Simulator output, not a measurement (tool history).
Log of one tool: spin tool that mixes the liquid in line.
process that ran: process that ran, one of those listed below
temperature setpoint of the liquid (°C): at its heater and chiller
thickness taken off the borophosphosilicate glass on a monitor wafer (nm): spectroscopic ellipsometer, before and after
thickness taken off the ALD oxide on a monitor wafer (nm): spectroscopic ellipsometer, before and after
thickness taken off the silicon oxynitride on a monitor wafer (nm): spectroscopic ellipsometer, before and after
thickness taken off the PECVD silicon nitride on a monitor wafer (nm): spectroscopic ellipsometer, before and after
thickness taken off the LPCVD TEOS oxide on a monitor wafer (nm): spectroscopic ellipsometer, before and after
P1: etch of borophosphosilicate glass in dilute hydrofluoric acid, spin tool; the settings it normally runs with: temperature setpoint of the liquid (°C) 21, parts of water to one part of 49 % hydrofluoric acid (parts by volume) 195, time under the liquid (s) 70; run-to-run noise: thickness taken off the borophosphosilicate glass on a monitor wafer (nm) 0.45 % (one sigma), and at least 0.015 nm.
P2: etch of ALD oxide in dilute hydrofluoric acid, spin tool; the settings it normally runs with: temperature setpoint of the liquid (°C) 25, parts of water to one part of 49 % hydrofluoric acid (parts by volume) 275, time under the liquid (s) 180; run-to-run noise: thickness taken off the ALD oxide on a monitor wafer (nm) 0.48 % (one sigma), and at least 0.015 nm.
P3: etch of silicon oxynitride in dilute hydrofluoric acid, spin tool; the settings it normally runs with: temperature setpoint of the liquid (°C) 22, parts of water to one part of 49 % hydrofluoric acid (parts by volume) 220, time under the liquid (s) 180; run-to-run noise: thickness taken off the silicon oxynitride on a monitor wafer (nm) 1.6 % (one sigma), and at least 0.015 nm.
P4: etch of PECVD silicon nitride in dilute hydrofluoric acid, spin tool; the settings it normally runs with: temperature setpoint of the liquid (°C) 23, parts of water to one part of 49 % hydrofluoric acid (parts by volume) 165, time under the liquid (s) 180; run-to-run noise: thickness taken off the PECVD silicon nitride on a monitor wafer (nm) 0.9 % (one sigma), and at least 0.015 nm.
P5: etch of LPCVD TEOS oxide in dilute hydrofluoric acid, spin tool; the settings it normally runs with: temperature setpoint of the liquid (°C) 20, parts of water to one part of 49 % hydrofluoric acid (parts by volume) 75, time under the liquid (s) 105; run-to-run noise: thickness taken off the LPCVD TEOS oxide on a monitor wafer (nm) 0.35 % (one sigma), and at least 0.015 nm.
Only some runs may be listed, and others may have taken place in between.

run   hour  process that ran  temperature setpoint of the liquid (°C)  parts of water to one part of 49 % hydrofluoric acid (parts by volume)  time under the liquid (s)  thickness taken off the borophosphosilicate glass on a monitor wafer (nm)  thickness taken off the ALD oxide on a monitor wafer (nm)  thickness taken off the silicon oxynitride on a monitor wafer (nm)  thickness taken off the PECVD silicon nitride on a monitor wafer (nm)  thickness taken off the LPCVD TEOS oxide on a monitor wafer (nm)
  1    9.8                P1                                       21                                                                     195                         70                                                                      12.37
  2   17.7                P2                                       25                                                                     275                        180                                                                                                                                8.3398
  3   29.4                P3                                       22                                                                      50                        180                                                                                                                                                                                                    8.5283
  4   39.8                P4                                     17.5                                                                     165                        180                                                                                                                                                                                                                                                                           1.9827
  5   49.8                P4                                       23                                                                     165                        180                                                                                                                                                                                                                                                                            2.857
  6   57.9                P5                                       20                                                                      75                         25                                                                                                                                                                                                                                                                                                                                             7.2771
  7   64.5                P1                                       21                                                                     270                         70                                                                     8.3783
  8   76.3                P1                                       17                                                                     285                         70                                                                     6.7626
  9   86.7                P4                                       23                                                                     165                        180                                                                                                                                                                                                                                                                           2.8243
 10   99.8                P2                                       25                                                                     275                         25                                                                                                                                1.1415
 11  106.2                P5                                       27                                                                      75                        105                                                                                                                                                                                                                                                                                                                                             40.481
 12  115.1                P1                                       21                                                                     195                         70                                                                     12.419
 13  124.2                P1                                       17                                                                     115                         70                                                                     19.503
 14  136.9                P5                                       20                                                                      75                        105                                                                                                                                                                                                                                                                                                                                             30.479
 15  149.3                P4                                       23                                                                      45                        180                                                                                                                                                                                                                                                                            10.25
 16  161.8                P5                                       20                                                                      75                        105                                                                                                                                                                                                                                                                                                                                             30.556
 17  172.3                P3                                       30                                                                     220                        180                                                                                                                                                                                                    2.4294
     172.9  -- thermometer replaced
 18  178.6                P4                                       23                                                                     165                        345                                                                                                                                                                                                                                                                           5.5206
 19  186.2                P1                                       21                                                                     195                        125                                                                     22.303
 20  197.7                P2                                       25                                                                      85                        180                                                                                                                                33.569
 21  204.9                P1                                       21                                                                     195                         70                                                                     12.455
 22  211.5                P3                                       22                                                                     220                         15                                                                                                                                                                                                   0.12553
 23  218.8                P1                                       25                                                                     195                         70                                                                     14.555
 24    226                P1                                     25.5                                                                     195                        135                                                                     28.114
 25  234.3                P1                                       17                                                                     195                         70                                                                     10.617
 26  245.2                P2                                       33                                                                     275                        180                                                                                                                                10.906
 27  256.9                P1                                       21                                                                     195                         25                                                                     4.3915
 28  263.9                P3                                       22                                                                     220                        180                                                                                                                                                                                                    1.6885
 29  275.7                P1                                       21                                                                     195                         70                                                                     12.379
 30  284.5                P5                                       20                                                                      25                        105                                                                                                                                                                                                                                                                                                                                             96.985
 31  293.1                P1                                       21                                                                     195                         70                                                                     12.478
 32  306.5                P1                                       21                                                                     110                         70                                                                     24.033
 33  319.8                P1                                       21                                                                     195                         70                                                                     12.392
 34  325.8                P1                                       21                                                                     195                         70                                                                     12.684
 35  338.2                P1                                       21                                                                     195                         70                                                                     12.978
 36  344.1                P1                                       21                                                                     195                         70                                                                      13.23
 37  352.1                P1                                       21                                                                     195                         70                                                                     13.258
 38  361.5                P1                                       21                                                                     195                         70                                                                     13.179
 39  372.9                P1                                       21                                                                     195                         70                                                                     13.379
 40  383.1                P1                                       21                                                                     195                         70                                                                      13.34
 41  395.6                P1                                       21                                                                     195                         70                                                                     13.393
 42  403.5                P1                                       21                                                                     195                         70                                                                     13.487

Something has made what P1 gives creep away from where it was; the 2 causes below, each at its own stated size, fit the log equally well:
A: hydrofluoric acid flow above the setpoint (%) = 6.49
B: liquid hotter than its thermometer reads (K) = 1.98
Creep in the process output first set in at about hour 319.8.

Consider the 4 single-wafer check runs listed below, results given as question marks: which one distinguishes between the causes by giving clearly different results for each?
check 1  411.4                P3                                     27.5                                                                     220                         85                                                                                                                                                                                                         ?
check 2  411.4                P5                                     26.5                                                                      75                        105                                                                                                                                                                                                                                                                                                                                                  ?
check 3  411.4                P2                                     32.5                                                                     275                         30                                                                                                                                     ?
check 4  411.4                P4                                       23                                                                      50                        180                                                                                                                                                                                                                                                                                ?

Expected result of each check under each candidate cause:
  check                                                                 result    if A    if B
check 1     thickness taken off the silicon oxynitride on a monitor wafer (nm)  1.1204  1.1309
check 2       thickness taken off the LPCVD TEOS oxide on a monitor wafer (nm)   42.66  43.023
check 3              thickness taken off the ALD oxide on a monitor wafer (nm)  1.9418  1.9018
check 4  thickness taken off the PECVD silicon nitride on a monitor wafer (nm)  9.7456  10.474
Per-check spread between the two closest causes, in the result where they differ most: check 1 0.93 %; check 2 0.85 %; check 3 2.08 %; check 4 7.21 %
Check 4 is the one run that separates the causes; every other check would come out nearly the same whichever cause is at work.

Check 4 has now been run. It gave: thickness taken off the PECVD silicon nitride on a monitor wafer (nm) 9.6967. Which of the candidate causes is it?

Of the candidate causes, it is A: hydrofluoric acid flow above the setpoint (%).
